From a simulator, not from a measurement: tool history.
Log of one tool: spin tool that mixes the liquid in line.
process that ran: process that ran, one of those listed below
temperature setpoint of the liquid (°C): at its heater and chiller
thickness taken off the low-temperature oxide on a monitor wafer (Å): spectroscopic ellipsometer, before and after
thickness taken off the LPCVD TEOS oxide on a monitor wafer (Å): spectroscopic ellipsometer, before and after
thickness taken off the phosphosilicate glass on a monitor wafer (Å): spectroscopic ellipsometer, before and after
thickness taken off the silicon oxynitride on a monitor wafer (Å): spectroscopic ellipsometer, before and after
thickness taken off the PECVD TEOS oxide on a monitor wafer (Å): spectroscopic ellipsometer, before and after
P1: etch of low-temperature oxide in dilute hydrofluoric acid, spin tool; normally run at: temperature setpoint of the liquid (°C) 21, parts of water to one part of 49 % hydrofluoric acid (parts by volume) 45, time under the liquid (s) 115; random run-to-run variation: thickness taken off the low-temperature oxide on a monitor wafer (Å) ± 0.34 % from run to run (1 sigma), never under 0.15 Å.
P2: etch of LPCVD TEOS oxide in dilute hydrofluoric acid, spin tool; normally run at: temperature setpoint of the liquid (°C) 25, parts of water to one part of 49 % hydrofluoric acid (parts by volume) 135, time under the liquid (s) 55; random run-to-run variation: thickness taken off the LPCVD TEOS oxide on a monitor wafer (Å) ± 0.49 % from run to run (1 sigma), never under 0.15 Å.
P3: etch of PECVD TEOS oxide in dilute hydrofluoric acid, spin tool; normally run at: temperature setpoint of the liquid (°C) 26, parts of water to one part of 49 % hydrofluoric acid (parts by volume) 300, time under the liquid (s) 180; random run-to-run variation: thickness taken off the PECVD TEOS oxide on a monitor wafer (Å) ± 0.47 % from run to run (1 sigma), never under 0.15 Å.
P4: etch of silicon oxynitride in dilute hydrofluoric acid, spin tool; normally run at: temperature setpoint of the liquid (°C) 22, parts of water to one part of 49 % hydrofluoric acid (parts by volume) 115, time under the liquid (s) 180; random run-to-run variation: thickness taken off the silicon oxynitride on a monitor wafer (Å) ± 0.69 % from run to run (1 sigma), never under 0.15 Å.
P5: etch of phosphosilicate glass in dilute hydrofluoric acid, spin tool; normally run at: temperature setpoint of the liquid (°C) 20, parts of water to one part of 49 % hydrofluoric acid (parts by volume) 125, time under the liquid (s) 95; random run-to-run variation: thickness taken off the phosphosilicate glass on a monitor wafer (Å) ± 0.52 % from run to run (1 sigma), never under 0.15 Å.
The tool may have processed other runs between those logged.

run    day  process that ran  temperature setpoint of the liquid (°C)  parts of water to one part of 49 % hydrofluoric acid (parts by volume)  time under the liquid (s)  thickness taken off the low-temperature oxide on a monitor wafer (Å)  thickness taken off the LPCVD TEOS oxide on a monitor wafer (Å)  thickness taken off the phosphosilicate glass on a monitor wafer (Å)  thickness taken off the silicon oxynitride on a monitor wafer (Å)  thickness taken off the PECVD TEOS oxide on a monitor wafer (Å)
  1  0.429                P1                                       21                                                                      45                        115                                                                263.95
  2  0.854                P1                                       26                                                                      45                        115                                                                324.46
  3  1.275                P2                                       25                                                                     135                         55                                                                                                                                 143.92
  4  1.696                P5                                       20                                                                     175                         95                                                                                                                                                                                                       281.92
  5  2.117                P1                                       21                                                                      45                        115                                                                 264.5
  6  2.496                P5                                       20                                                                     125                         95                                                                                                                                                                                                       411.88
  7  2.921                P2                                       25                                                                      70                         55                                                                                                                                 299.99
  8  3.475                P1                                       21                                                                      45                        185                                                                425.72
  9  4.117                P1                                       21                                                                      65                         30                                                                46.533
 10  4.733                P4                                       22                                                                     115                        270                                                                                                                                                                                                                                                                          60.735
 11  5.183                P1                                       21                                                                      45                         55                                                                126.17
 12  5.729                P4                                       22                                                                     115                        180                                                                                                                                                                                                                                                                          40.711
 13  6.221                P4                                       17                                                                     115                        180                                                                                                                                                                                                                                                                          31.818
 14  6.833                P3                                       26                                                                     500                        180                                                                                                                                                                                                                                                                                                                                           49.847
 15  7.412                P3                                       26                                                                     300                        180                                                                                                                                                                                                                                                                                                                                           99.702
 16  8.021                P2                                       17                                                                     135                         55                                                                                                                                 103.73
 17  8.458                P1                                       21                                                                      60                        115                                                                194.25
 18  8.746                P3                                       26                                                                     300                        300                                                                                                                                                                                                                                                                                                                                           167.43

What will run 19 give?
 19  9.392                P5                                       17                                                                     125                         95                                                                                                                                                                                                            ?

Run 19 gave thickness taken off the phosphosilicate glass on a monitor wafer (Å) 368.99.
